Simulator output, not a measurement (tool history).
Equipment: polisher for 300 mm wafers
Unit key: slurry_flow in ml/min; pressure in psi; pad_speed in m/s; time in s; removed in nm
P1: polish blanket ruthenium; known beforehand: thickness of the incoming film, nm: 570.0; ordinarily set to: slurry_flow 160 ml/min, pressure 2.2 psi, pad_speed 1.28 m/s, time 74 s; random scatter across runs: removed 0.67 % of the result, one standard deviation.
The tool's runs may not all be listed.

run,hour,slurry_flow,pressure,pad_speed,time,wafers polished on this pad,hours since the slurry nozzle was cleaned,hours since the head pressure was calibrated,removed
1,7.8,160,2.2,1.28,74,370,126.6,419.2,101.47
2,15.6,160,1.5,0.92,74,423,134.4,427,49.299
3,22.5,160,2.2,1.28,37,469,141.3,433.9,50.995
4,26.7,160,2.2,1.28,74,498,145.5,438.1,99.92
5,31.4,160,2.2,1.28,74,530,150.2,442.8,101.45
6,37,105,2.2,1.28,74,568,155.8,448.4,92.669
7,42.8,160,3.4,1.28,74,607,161.6,454.2,155.64
8,48.4,200,1.1,1.28,74,645,167.2,459.8,52.124
9,54.1,160,2.2,1.28,99,684,172.9,465.5,136.69
10,62,160,2.2,1.28,74,738,180.8,473.4,101.57
11,66.6,230,2.2,1.28,74,769,185.4,478,106.84
12,74.4,160,2.2,1.28,74,822,193.2,485.8,101.75
13,80.4,160,2.2,0.58,74,862,199.2,491.8,46.283
14,89,160,1.2,1.28,74,921,207.8,500.4,54.492
15,95,160,2.2,1.82,74,962,213.8,506.4,143.23
16,98.8,160,2.2,1.28,74,987,217.6,510.2,101.7
17,103.2,160,2.2,1.28,74,1017,222,514.6,99.757
18,109.9,160,2.2,1.28,74,1063,228.7,521.3,97.432
19,118.1,160,2.2,1.28,74,1118,236.9,529.5,95.398
# hour 120.7: head pressure recalibrated
20,125.8,160,2.2,1.28,74,1171,244.6,5.2,93.791
21,129.6,160,2.2,1.28,74,1196,248.4,9,95.045
22,136.1,160,2.2,1.28,74,1241,254.9,15.5,92.928
23,140.4,160,2.2,1.28,74,1270,259.2,19.8,94.242
24,145.5,160,2.2,1.28,74,1304,264.3,24.9,93.16
25,151.3,160,2.2,1.28,74,1344,270.1,30.7,93.986

P1 has crept away from where it was. The log is fitted equally well by each of these 2 causes, at the sizes shown:
A: removal rate lost through wear of the pad, % = 7.2
B: slurry flow missing at the pad, % = 31.6
The process output started creeping at around hour 98.8.
Each remaining cause and why it is not a fit:
head's pressure below its setpoint, %: maintenance at hour 120.7, after the shift began, did not return the process to its former output

You are offered 4 check runs, listed below with question marks in place of their results; each one averages 5 wafers. Which run separates the listed causes by giving clearly different results for each?
check 1,157.1,230,3.2,1.28,74,,,,?
check 2,157.1,160,2.9,1.28,74,,,,?
check 3,157.1,160,1.3,1.62,74,,,,?
check 4,157.1,160,2.2,1.56,74,,,,?

What each check would give under each cause:
check,result,if A,if B
check 1,removed,143.64,146.73
check 2,removed,123.74,123.74
check 3,removed,70.206,70.204
check 4,removed,114.41,114.41
Per-check spread between the two closest causes, in the result where they differ most: check 1 2.13 %; check 2 0 %; check 3 0 %; check 4 0 %
Check 1 distinguishes between the causes, while the remaining checks would return nearly the same result for all of them.

Running check 1 produced the following: removed 143.52 nm. Which one of the listed causes fits?

A is the cause: removal rate lost through wear of the pad, %.
